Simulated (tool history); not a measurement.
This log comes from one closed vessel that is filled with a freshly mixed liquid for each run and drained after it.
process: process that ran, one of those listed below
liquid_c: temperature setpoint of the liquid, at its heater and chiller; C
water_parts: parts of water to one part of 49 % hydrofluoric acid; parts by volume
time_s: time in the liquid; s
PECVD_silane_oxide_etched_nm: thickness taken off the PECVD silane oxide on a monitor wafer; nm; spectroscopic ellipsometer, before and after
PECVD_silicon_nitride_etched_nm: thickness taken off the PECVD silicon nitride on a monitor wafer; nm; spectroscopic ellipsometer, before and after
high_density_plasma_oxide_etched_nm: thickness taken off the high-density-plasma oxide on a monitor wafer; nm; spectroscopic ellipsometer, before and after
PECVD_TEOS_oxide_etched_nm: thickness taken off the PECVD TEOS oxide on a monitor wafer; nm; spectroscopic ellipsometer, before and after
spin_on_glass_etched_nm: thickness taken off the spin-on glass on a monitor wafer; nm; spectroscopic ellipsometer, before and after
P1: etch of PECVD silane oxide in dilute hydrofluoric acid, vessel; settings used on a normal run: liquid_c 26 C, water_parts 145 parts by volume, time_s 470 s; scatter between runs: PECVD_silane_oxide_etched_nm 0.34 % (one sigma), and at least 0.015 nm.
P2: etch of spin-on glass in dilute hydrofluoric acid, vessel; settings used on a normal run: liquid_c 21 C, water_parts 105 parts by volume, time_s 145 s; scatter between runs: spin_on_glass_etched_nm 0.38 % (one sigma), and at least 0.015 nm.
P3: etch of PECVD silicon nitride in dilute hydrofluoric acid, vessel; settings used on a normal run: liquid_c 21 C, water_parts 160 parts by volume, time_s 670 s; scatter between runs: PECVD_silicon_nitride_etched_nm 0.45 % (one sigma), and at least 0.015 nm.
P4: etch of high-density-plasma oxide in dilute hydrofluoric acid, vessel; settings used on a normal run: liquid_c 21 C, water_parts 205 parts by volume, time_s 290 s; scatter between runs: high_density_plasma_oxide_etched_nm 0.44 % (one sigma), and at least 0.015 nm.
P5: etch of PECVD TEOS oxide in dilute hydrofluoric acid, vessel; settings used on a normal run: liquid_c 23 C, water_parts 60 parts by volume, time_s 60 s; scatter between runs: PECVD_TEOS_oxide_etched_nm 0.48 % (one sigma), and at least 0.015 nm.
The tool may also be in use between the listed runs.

| run | hour | process | liquid_c | water_parts | time_s | hours since the thermometer was replaced | hours since the hydrofluoric acid flow meter was replaced | PECVD_silane_oxide_etched_nm | PECVD_silicon_nitride_etched_nm | high_density_plasma_oxide_etched_nm | PECVD_TEOS_oxide_etched_nm | spin_on_glass_etched_nm |
|---|---|---|---|---|---|---|---|---|---|---|---|---|
| 1 | 7.7 | P1 | 26 | 145 | 470 | 297.2 | 690.4 | 49.302 |  |  |  |  |
| 2 | 13.1 | P3 | 17 | 160 | 670 | 302.6 | 695.8 |  | 8.6927 |  |  |  |
| 3 | 19.9 | P4 | 21 | 205 | 290 | 309.4 | 702.6 |  |  | 5.6297 |  |  |
| 4 | 24.6 | P5 | 23 | 90 | 60 | 314.1 | 707.3 |  |  |  | 10.222 |  |
| 5 | 31.4 | P1 | 26 | 145 | 470 | 320.9 | 714.1 | 49.191 |  |  |  |  |
| 6 | 35.4 | P3 | 21 | 285 | 670 | 324.9 | 718.1 |  | 6.5048 |  |  |  |
| 7 | 42.8 | P2 | 21 | 105 | 145 | 332.3 | 725.5 |  |  |  |  | 26.003 |
| 8 | 48.1 | P1 | 26 | 145 | 185 | 337.6 | 730.8 | 19.227 |  |  |  |  |
| 9 | 51.8 | P1 | 26 | 145 | 470 | 341.3 | 734.5 | 49.167 |  |  |  |  |
| 10 | 55.5 | P4 | 21 | 290 | 290 | 345 | 738.2 |  |  | 3.7183 |  |  |
| 11 | 63.8 | P1 | 26 | 245 | 470 | 353.3 | 746.5 | 25.995 |  |  |  |  |
| 12 | 71.8 | P2 | 21 | 105 | 285 | 361.3 | 754.5 |  |  |  |  | 51.163 |
| 13 | 79.8 | P1 | 26 | 210 | 70 | 369.3 | 762.5 | 4.6933 |  |  |  |  |
| 14 | 84 | P4 | 21 | 205 | 140 | 373.5 | 766.7 |  |  | 2.7821 |  |  |
| 15 | 92.4 | P1 | 26 | 70 | 470 | 381.9 | 775.1 | 112.24 |  |  |  |  |
| 16 | 96.8 | P1 | 32.5 | 235 | 470 | 386.3 | 779.5 | 34.109 |  |  |  |  |
| 17 | 103.1 | P1 | 26 | 145 | 470 | 392.6 | 785.8 | 49.566 |  |  |  |  |
| 18 | 108.8 | P4 | 17 | 205 | 290 | 398.3 | 791.5 |  |  | 4.8516 |  |  |
|  | 115.2 | thermometer replaced |
| 19 | 115.5 | P5 | 23 | 60 | 60 | 0.3 | 798.2 |  |  |  | 16.031 |  |
| 20 | 122.1 | P1 | 26 | 145 | 885 | 6.9 | 804.8 | 92.391 |  |  |  |  |
| 21 | 127 | P2 | 17 | 105 | 145 | 11.8 | 809.7 |  |  |  |  | 22.119 |
| 22 | 131.8 | P1 | 26 | 90 | 160 | 16.6 | 814.5 | 28.872 |  |  |  |  |
| 23 | 137.3 | P3 | 21 | 160 | 670 | 22.1 | 820 |  | 11.38 |  |  |  |
| 24 | 141 | P5 | 23 | 60 | 110 | 25.8 | 823.7 |  |  |  | 29.581 |  |
| 25 | 146.5 | P5 | 29.5 | 60 | 60 | 31.3 | 829.2 |  |  |  | 20.963 |  |
| 26 | 154.9 | P3 | 21 | 160 | 195 | 39.7 | 837.6 |  | 3.337 |  |  |  |
| 27 | 161.9 | P1 | 19 | 145 | 470 | 46.7 | 844.6 | 37.391 |  |  |  |  |
| 28 | 169.6 | P2 | 21 | 140 | 145 | 54.4 | 852.3 |  |  |  |  | 18.89 |
| 29 | 176.9 | P1 | 34 | 145 | 470 | 61.7 | 859.6 | 65.959 |  |  |  |  |
| 30 | 184.3 | P1 | 26 | 145 | 470 | 69.1 | 867 | 49.546 |  |  |  |  |
| 31 | 192 | P1 | 26 | 145 | 470 | 76.8 | 874.7 | 49.352 |  |  |  |  |
| 32 | 198.5 | P1 | 26 | 145 | 470 | 83.3 | 881.2 | 48.209 |  |  |  |  |
| 33 | 202.9 | P1 | 26 | 145 | 470 | 87.7 | 885.6 | 47.664 |  |  |  |  |
| 34 | 210.4 | P1 | 26 | 145 | 470 | 95.2 | 893.1 | 47.152 |  |  |  |  |
| 35 | 216.1 | P1 | 26 | 145 | 470 | 100.9 | 898.8 | 47.029 |  |  |  |  |
| 36 | 221.5 | P1 | 26 | 145 | 470 | 106.3 | 904.2 | 46.685 |  |  |  |  |
| 37 | 226.9 | P1 | 26 | 145 | 470 | 111.7 | 909.6 | 46.645 |  |  |  |  |
| 38 | 231.3 | P1 | 26 | 145 | 470 | 116.1 | 914 | 46.609 |  |  |  |  |
| 39 | 235.7 | P1 | 26 | 145 | 470 | 120.5 | 918.4 | 46.598 |  |  |  |  |
| 40 | 239.9 | P1 | 26 | 145 | 470 | 124.7 | 922.6 | 46.731 |  |  |  |  |
| 41 | 243.8 | P1 | 26 | 145 | 470 | 128.6 | 926.5 | 46.616 |  |  |  |  |
| 42 | 251.7 | P1 | 26 | 145 | 470 | 136.5 | 934.4 | 46.463 |  |  |  |  |

What P1 gives has crept off from where it sat before. The 2 causes that follow fit the log equally well, each at the size noted:
A: liquid colder than its thermometer reads (K) = 1.42
B: hydrofluoric acid flow below the setpoint (%) = 4.45
The creep began at about hour 192.

Each of the 4 check runs below uses one wafer; its results are left as question marks. Which run tells the causes apart?
| check 1 | 259.6 | P5 | 23 | 60 | 60 |  |  |  |  |  | ? |  |
| check 2 | 259.6 | P2 | 21 | 105 | 145 |  |  |  |  |  |  | ? |
| check 3 | 259.6 | P4 | 21 | 205 | 290 |  |  |  |  | ? |  |  |
| check 4 | 259.6 | P3 | 21 | 160 | 670 |  |  |  | ? |  |  |  |

How each check would come out, cause by cause:
| check | result | if A | if B |
|---|---|---|---|
| check 1 | PECVD_TEOS_oxide_etched_nm | 15.187 | 15.337 |
| check 2 | spin_on_glass_etched_nm | 24.607 | 24.779 |
| check 3 | high_density_plasma_oxide_etched_nm | 5.3658 | 5.363 |
| check 4 | PECVD_silicon_nitride_etched_nm | 10.359 | 10.888 |
Smallest distance between any two causes, each pair judged by its most separating result, in per cent: check 1 0.98 %; check 2 0.69 %; check 3 0.05 %; check 4 4.98 %
Check 4 distinguishes between the causes, while the remaining checks would return nearly the same result for all of them.

Then check 4 was run and gave: PECVD_silicon_nitride_etched_nm 10.895 nm. Which cause is it?

Of the candidate causes, it is B: hydrofluoric acid flow below the setpoint (%).
